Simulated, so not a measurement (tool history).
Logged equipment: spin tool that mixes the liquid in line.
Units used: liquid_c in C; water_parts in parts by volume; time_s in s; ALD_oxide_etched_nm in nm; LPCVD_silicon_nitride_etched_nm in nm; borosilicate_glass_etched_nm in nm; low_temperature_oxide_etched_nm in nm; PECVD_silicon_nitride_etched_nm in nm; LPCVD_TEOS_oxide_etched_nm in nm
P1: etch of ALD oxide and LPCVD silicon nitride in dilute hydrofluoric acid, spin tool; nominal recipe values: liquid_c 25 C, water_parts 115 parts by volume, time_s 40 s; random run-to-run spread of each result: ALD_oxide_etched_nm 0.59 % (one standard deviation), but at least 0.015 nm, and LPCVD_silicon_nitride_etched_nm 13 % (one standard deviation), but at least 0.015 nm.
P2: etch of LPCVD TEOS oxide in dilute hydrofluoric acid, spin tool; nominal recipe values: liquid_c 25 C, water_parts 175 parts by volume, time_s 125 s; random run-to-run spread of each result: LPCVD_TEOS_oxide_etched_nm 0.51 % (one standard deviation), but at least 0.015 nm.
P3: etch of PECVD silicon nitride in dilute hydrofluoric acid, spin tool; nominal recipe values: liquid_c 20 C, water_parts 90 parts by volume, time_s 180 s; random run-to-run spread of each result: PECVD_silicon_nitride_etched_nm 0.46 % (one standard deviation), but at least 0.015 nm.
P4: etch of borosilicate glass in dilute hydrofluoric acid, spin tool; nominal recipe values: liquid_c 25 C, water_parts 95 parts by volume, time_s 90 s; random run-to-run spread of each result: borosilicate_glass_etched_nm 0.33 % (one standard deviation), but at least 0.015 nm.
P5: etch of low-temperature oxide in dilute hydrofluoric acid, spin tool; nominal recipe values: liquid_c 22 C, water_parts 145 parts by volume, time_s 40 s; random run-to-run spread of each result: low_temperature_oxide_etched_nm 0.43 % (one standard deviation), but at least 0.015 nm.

run,hour,process,liquid_c,water_parts,time_s,ALD_oxide_etched_nm,LPCVD_silicon_nitride_etched_nm,borosilicate_glass_etched_nm,low_temperature_oxide_etched_nm,PECVD_silicon_nitride_etched_nm,LPCVD_TEOS_oxide_etched_nm
1,6.7,P1,25,115,40,5.1636,0.21461,,,,
2,13.4,P4,25,95,90,,,49.577,,,
3,17.8,P5,22,145,40,,,,6.4897,,
4,24.1,P5,22,145,15,,,,2.4387,,
5,30.8,P1,25,40,40,16.28,0.50038,,,,
6,35,P4,17.5,95,90,,,36.735,,,
7,38.1,P3,20,90,65,,,,,2.0667,
8,44.1,P5,22,145,40,,,,6.609,,
9,49.4,P5,26.5,145,40,,,,7.7512,,
10,54.4,P1,25,115,40,5.1549,0.20529,,,,
11,58.6,P3,25.5,90,180,,,,,8.1596,
12,65.3,P4,25,95,15,,,8.2963,,,
13,68.6,P1,25,115,15,1.9341,0.096287,,,,
14,72.1,P3,20,90,180,,,,,5.6297,
15,77.3,P2,20,175,125,,,,,,11.655
16,83.7,P1,25,115,40,5.2265,0.1808,,,,
17,88.9,P1,21.5,175,40,2.7573,0.098166,,,,
18,93.9,P1,25,115,40,5.1173,0.15653,,,,
19,97.4,P3,20,155,180,,,,,3.2924,
20,103.4,P2,25,70,125,,,,,,40.315
21,108.1,P4,25,35,90,,,146.01,,,
22,111.6,P1,25,115,60,7.7081,0.24182,,,,
23,117.2,P1,25,115,40,5.1585,0.17819,,,,
24,120.8,P1,25,115,40,5.1276,0.1679,,,,
25,126.1,P2,25,175,70,,,,,,7.9349
26,132.4,P5,22,225,40,,,,3.8914,,
27,136.1,P1,32,115,40,6.7089,0.32899,,,,
28,139.7,P3,20,90,180,,,,,5.6224,
29,145.7,P1,20.5,115,40,4.3514,0.15081,,,,
30,152.8,P1,25,160,40,3.4673,0.13687,,,,
31,158.2,P2,25,175,125,,,,,,14.306
32,164.9,P4,25,95,90,,,49.263,,,
33,170.9,P1,25,115,40,5.1685,0.16836,,,,
34,174.9,P1,25,115,40,5.0764,0.20914,,,,
35,178.4,P1,25,115,40,5.0274,0.19028,,,,
36,182.6,P1,25,115,40,4.9324,0.21119,,,,
37,189.5,P1,25,115,40,4.9122,0.1621,,,,
38,192.7,P1,25,115,40,4.9202,0.21054,,,,
39,198.5,P1,25,115,40,4.919,0.20516,,,,
40,203,P1,25,115,40,4.884,0.15734,,,,
41,207.4,P1,25,115,40,4.8886,0.20015,,,,
42,211.6,P1,25,115,40,4.8632,0.18719,,,,
43,216.1,P1,25,115,40,4.8663,0.22586,,,,

The output of P1 has drifted from where it used to be. Each of the 2 causes below, taken at the size shown beside it, accounts for the log equally well:
A: liquid colder than its thermometer reads (K) = 1.42
B: hydrofluoric acid flow below the setpoint (%) = 4.73
At approximately hour 170.9, the process output began to creep.

Question marks stand in for the results of the 4 check runs listed below, each run on one wafer. Under which run would the listed causes show clearly different results?
check 1,220.6,P3,20,90,180,,,,,?,
check 2,220.6,P4,25,95,90,,,?,,,
check 3,220.6,P5,22,145,40,,,,?,,
check 4,220.6,P2,25,175,125,,,,,,?

Outcome of each check run for each possible cause:
check,result,if A,if B
check 1,PECVD_silicon_nitride_etched_nm,5.113,5.3768
check 2,borosilicate_glass_etched_nm,46.964,47.051
check 3,low_temperature_oxide_etched_nm,6.1894,6.1871
check 4,LPCVD_TEOS_oxide_etched_nm,13.465,13.397
Smallest distance between any two causes, each pair judged by its most separating result, in per cent: check 1 5.03 %; check 2 0.19 %; check 3 0.04 %; check 4 0.51 %
Of the check runs offered, only check 1 discriminates between the causes; the rest would read about the same regardless of which cause applies.

Then check 1 was run and gave: PECVD_silicon_nitride_etched_nm 5.3595 nm. Which cause is it?

The cause is B: hydrofluoric acid flow below the setpoint (%).
